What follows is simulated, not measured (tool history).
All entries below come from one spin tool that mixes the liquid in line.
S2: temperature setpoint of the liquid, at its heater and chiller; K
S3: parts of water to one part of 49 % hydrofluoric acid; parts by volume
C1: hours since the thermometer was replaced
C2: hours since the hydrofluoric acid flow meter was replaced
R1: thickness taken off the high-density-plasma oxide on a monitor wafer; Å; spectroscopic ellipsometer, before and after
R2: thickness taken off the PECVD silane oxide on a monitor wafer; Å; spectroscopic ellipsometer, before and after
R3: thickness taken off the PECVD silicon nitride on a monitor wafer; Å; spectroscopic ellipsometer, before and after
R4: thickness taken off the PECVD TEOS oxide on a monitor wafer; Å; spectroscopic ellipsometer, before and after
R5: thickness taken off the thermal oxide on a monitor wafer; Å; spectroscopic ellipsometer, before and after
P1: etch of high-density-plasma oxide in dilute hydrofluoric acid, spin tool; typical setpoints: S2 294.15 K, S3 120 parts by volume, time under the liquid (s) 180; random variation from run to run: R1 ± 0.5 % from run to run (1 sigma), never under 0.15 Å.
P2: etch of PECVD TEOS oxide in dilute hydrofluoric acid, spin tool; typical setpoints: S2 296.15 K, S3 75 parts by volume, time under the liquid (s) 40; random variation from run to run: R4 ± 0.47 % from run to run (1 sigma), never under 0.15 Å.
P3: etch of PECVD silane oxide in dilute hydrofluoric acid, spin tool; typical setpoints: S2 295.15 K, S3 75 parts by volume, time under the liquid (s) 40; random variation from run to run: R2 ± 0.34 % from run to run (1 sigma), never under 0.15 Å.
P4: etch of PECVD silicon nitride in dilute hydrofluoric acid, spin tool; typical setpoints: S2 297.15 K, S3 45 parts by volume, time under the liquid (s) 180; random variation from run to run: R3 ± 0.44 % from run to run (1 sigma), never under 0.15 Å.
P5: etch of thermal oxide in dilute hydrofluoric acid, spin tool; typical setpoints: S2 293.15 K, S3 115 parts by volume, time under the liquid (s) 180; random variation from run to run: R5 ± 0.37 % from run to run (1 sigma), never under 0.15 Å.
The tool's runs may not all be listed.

run 1 hour=7.0 | process_that_ran=P1 S2=294.15 S3=120 time_under_the_liquid_(s)=180 | C1=1139.9 C2=524.5 | R1=68.266
run 2 hour=11.3 | process_that_ran=P3 S2=295.15 S3=45 time_under_the_liquid_(s)=40 | C1=1144.2 C2=528.8 | R2=187.140
run 3 hour=18.0 | process_that_ran=P4 S2=297.15 S3=45 time_under_the_liquid_(s)=180 | C1=1150.9 C2=535.5 | R3=93.511
run 4 hour=24.3 | process_that_ran=P4 S2=304.15 S3=45 time_under_the_liquid_(s)=180 | C1=1157.2 C2=541.8 | R3=148.470
run 5 hour=29.4 | process_that_ran=P1 S2=294.15 S3=195 time_under_the_liquid_(s)=180 | C1=1162.3 C2=546.9 | R1=38.228
run 6 hour=35.5 | process_that_ran=P1 S2=294.15 S3=120 time_under_the_liquid_(s)=265 | C1=1168.4 C2=553.0 | R1=99.911
run 7 hour=45.1 | process_that_ran=P2 S2=296.15 S3=40 time_under_the_liquid_(s)=40 | C1=1178.0 C2=562.6 | R4=207.590
run 8 hour=54.7 | process_that_ran=P1 S2=294.15 S3=120 time_under_the_liquid_(s)=180 | C1=1187.6 C2=572.2 | R1=68.019
run 9 hour=62.5 | process_that_ran=P1 S2=301.65 S3=120 time_under_the_liquid_(s)=180 | C1=1195.4 C2=580.0 | R1=90.881
run 10 hour=68.8 | process_that_ran=P3 S2=295.15 S3=75 time_under_the_liquid_(s)=15 | C1=1201.7 C2=586.3 | R2=41.021
run 11 hour=73.3 | process_that_ran=P2 S2=296.15 S3=75 time_under_the_liquid_(s)=15 | C1=1206.2 C2=590.8 | R4=39.601
run 12 hour=77.8 | process_that_ran=P1 S2=300.15 S3=120 time_under_the_liquid_(s)=255 | C1=1210.7 C2=595.3 | R1=120.440
run 13 hour=87.5 | process_that_ran=P2 S2=296.15 S3=75 time_under_the_liquid_(s)=40 | C1=1220.4 C2=605.0 | R4=105.820
run 14 hour=91.7 | process_that_ran=P2 S2=304.65 S3=75 time_under_the_liquid_(s)=40 | C1=1224.6 C2=609.2 | R4=147.840
-- hour=97.5 thermometer replaced
run 15 hour=99.4 | process_that_ran=P1 S2=294.15 S3=30 time_under_the_liquid_(s)=335 | C1=1.9 C2=616.9 | R1=559.390
run 16 hour=105.1 | process_that_ran=P5 S2=293.15 S3=20 time_under_the_liquid_(s)=180 | C1=7.6 C2=622.6 | R5=377.400
run 17 hour=112.4 | process_that_ran=P3 S2=298.65 S3=75 time_under_the_liquid_(s)=40 | C1=14.9 C2=629.9 | R2=125.740
run 18 hour=117.9 | process_that_ran=P1 S2=294.15 S3=70 time_under_the_liquid_(s)=180 | C1=20.4 C2=635.4 | R1=122.340
run 19 hour=123.8 | process_that_ran=P5 S2=293.15 S3=115 time_under_the_liquid_(s)=335 | C1=26.3 C2=641.3 | R5=108.860
run 20 hour=129.8 | process_that_ran=P4 S2=297.15 S3=75 time_under_the_liquid_(s)=180 | C1=32.3 C2=647.3 | R3=56.452
run 21 hour=138.6 | process_that_ran=P4 S2=297.15 S3=45 time_under_the_liquid_(s)=275 | C1=41.1 C2=656.1 | R3=141.830
run 22 hour=143.6 | process_that_ran=P1 S2=294.15 S3=120 time_under_the_liquid_(s)=95 | C1=46.1 C2=661.1 | R1=35.517
run 23 hour=150.9 | process_that_ran=P3 S2=295.15 S3=75 time_under_the_liquid_(s)=40 | C1=53.4 C2=668.4 | R2=108.600
run 24 hour=158.6 | process_that_ran=P5 S2=290.15 S3=115 time_under_the_liquid_(s)=180 | C1=61.1 C2=676.1 | R5=52.091
run 25 hour=164.0 | process_that_ran=P1 S2=294.15 S3=120 time_under_the_liquid_(s)=180 | C1=66.5 C2=681.5 | R1=67.633
run 26 hour=172.8 | process_that_ran=P5 S2=293.15 S3=115 time_under_the_liquid_(s)=180 | C1=75.3 C2=690.3 | R5=58.764
run 27 hour=178.2 | process_that_ran=P1 S2=294.15 S3=120 time_under_the_liquid_(s)=180 | C1=80.7 C2=695.7 | R1=67.645
run 28 hour=184.6 | process_that_ran=P1 S2=301.65 S3=120 time_under_the_liquid_(s)=265 | C1=87.1 C2=702.1 | R1=132.740
run 29 hour=192.7 | process_that_ran=P1 S2=290.15 S3=120 time_under_the_liquid_(s)=180 | C1=95.2 C2=710.2 | R1=57.289
run 30 hour=197.3 | process_that_ran=P1 S2=294.15 S3=120 time_under_the_liquid_(s)=180 | C1=99.8 C2=714.8 | R1=67.710
run 31 hour=205.0 | process_that_ran=P1 S2=294.15 S3=120 time_under_the_liquid_(s)=180 | C1=107.5 C2=722.5 | R1=66.226
run 32 hour=213.8 | process_that_ran=P1 S2=294.15 S3=120 time_under_the_liquid_(s)=180 | C1=116.3 C2=731.3 | R1=64.470
run 33 hour=221.9 | process_that_ran=P1 S2=294.15 S3=120 time_under_the_liquid_(s)=180 | C1=124.4 C2=739.4 | R1=64.155
run 34 hour=231.1 | process_that_ran=P1 S2=294.15 S3=120 time_under_the_liquid_(s)=180 | C1=133.6 C2=748.6 | R1=63.650
run 35 hour=240.4 | process_that_ran=P1 S2=294.15 S3=120 time_under_the_liquid_(s)=180 | C1=142.9 C2=757.9 | R1=64.337
run 36 hour=247.1 | process_that_ran=P1 S2=294.15 S3=120 time_under_the_liquid_(s)=180 | C1=149.6 C2=764.6 | R1=63.031
run 37 hour=256.6 | process_that_ran=P1 S2=294.15 S3=120 time_under_the_liquid_(s)=180 | C1=159.1 C2=774.1 | R1=63.567
run 38 hour=262.3 | process_that_ran=P1 S2=294.15 S3=120 time_under_the_liquid_(s)=180 | C1=164.8 C2=779.8 | R1=63.480
run 39 hour=267.8 | process_that_ran=P1 S2=294.15 S3=120 time_under_the_liquid_(s)=180 | C1=170.3 C2=785.3 | R1=63.560
run 40 hour=272.1 | process_that_ran=P1 S2=294.15 S3=120 time_under_the_liquid_(s)=180 | C1=174.6 C2=789.6 | R1=63.355

P1 no longer gives what it gave before; its output has crept away from where it was. The following 2 causes, each at its listed size, fit the log equally well:
A: hydrofluoric acid flow below the setpoint (%) = 5.73
B: liquid colder than its thermometer reads (K) = 1.66
Creep in the process output first set in at about hour 197.3.

Of the 4 check runs listed below, each run on one wafer and each result written as a question mark, which would let you distinguish the listed causes because they would give clearly different results?
run check 1 hour=276.4 | process_that_ran=P4 S2=297.15 S3=45 time_under_the_liquid_(s)=180 | R3=?
run check 2 hour=276.4 | process_that_ran=P3 S2=295.15 S3=75 time_under_the_liquid_(s)=40 | R2=?
run check 3 hour=276.4 | process_that_ran=P2 S2=296.15 S3=75 time_under_the_liquid_(s)=40 | R4=?
run check 4 hour=276.4 | process_that_ran=P5 S2=293.15 S3=115 time_under_the_liquid_(s)=180 | R5=?

Expected result of each check under each candidate cause:
check=check_1 result=R3 if_A=88.252 if_B=83.517
check=check_2 result=R2 if_A=101.860 if_B=101.440
check=check_3 result=R4 if_A=98.986 if_B=98.654
check=check_4 result=R5 if_A=55.062 if_B=54.982
How far apart the two closest causes lie, in the result that separates them most: check 1 5.51 %; check 2 0.41 %; check 3 0.34 %; check 4 0.14 %
The causes can be told apart only by check 1. The other checks would give nearly the same results under each of them.

Check 1 has now been run. It gave: R3 88.461 Å. Which of the candidate causes is it?

A is the cause: hydrofluoric acid flow below the setpoint (%).
